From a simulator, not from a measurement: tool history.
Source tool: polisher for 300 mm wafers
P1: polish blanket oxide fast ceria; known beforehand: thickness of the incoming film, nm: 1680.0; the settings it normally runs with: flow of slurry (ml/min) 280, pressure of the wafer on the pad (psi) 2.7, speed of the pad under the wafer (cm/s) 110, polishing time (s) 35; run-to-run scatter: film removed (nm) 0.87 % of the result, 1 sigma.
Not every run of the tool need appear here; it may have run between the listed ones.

| run | hour | flow of slurry (ml/min) | pressure of the wafer on the pad (psi) | speed of the pad under the wafer (cm/s) | polishing time (s) | wafers polished on this pad | hours since the slurry nozzle was cleaned | hours since the head pressure was calibrated | film removed (nm) |
|---|---|---|---|---|---|---|---|---|---|
| 1 | 4.6 | 280 | 2.7 | 110 | 35 | 477 | 499.3 | 182.8 | 684.58 |
| 2 | 8.8 | 280 | 2.0 | 110 | 35 | 519 | 503.5 | 187.0 | 520.34 |
| 3 | 16.8 | 280 | 2.7 | 110 | 35 | 600 | 511.5 | 195.0 | 689.98 |
| 4 | 22.5 | 280 | 2.7 | 110 | 35 | 658 | 517.2 | 200.7 | 682.87 |
| 5 | 27.2 | 280 | 2.7 | 110 | 35 | 706 | 521.9 | 205.4 | 697.23 |
| 6 | 35.0 | 400 | 2.7 | 110 | 35 | 785 | 529.7 | 213.2 | 716.14 |
| 7 | 39.5 | 280 | 2.7 | 54 | 25 | 831 | 534.2 | 217.7 | 240.72 |
| 8 | 47.4 | 280 | 2.7 | 50 | 35 | 911 | 542.1 | 225.6 | 311.33 |
| 9 | 51.5 | 280 | 2.7 | 110 | 35 | 952 | 546.2 | 229.7 | 689.25 |
| 10 | 59.4 | 280 | 2.7 | 110 | 35 | 1032 | 554.1 | 237.6 | 692.23 |
|  | 64.8 | worn pad replaced by a new one |
| 11 | 65.2 | 280 | 2.7 | 168 | 35 | 4 | 559.9 | 243.4 | 1053.30 |
| 12 | 70.2 | 280 | 2.7 | 110 | 53 | 54 | 564.9 | 248.4 | 1035.10 |
| 13 | 78.6 | 170 | 2.7 | 110 | 35 | 140 | 573.3 | 256.8 | 646.63 |
| 14 | 87.3 | 280 | 2.7 | 110 | 25 | 228 | 582.0 | 265.5 | 494.29 |
| 15 | 94.9 | 280 | 2.7 | 80 | 50 | 305 | 589.6 | 273.1 | 718.99 |

Estimate the outcome of run 16 from the log above:
| 16 | 103.4 | 280 | 3.4 | 110 | 35 | 391 | 598.1 | 281.6 | ? |

Logged for run 16: film removed (nm) 872.99.

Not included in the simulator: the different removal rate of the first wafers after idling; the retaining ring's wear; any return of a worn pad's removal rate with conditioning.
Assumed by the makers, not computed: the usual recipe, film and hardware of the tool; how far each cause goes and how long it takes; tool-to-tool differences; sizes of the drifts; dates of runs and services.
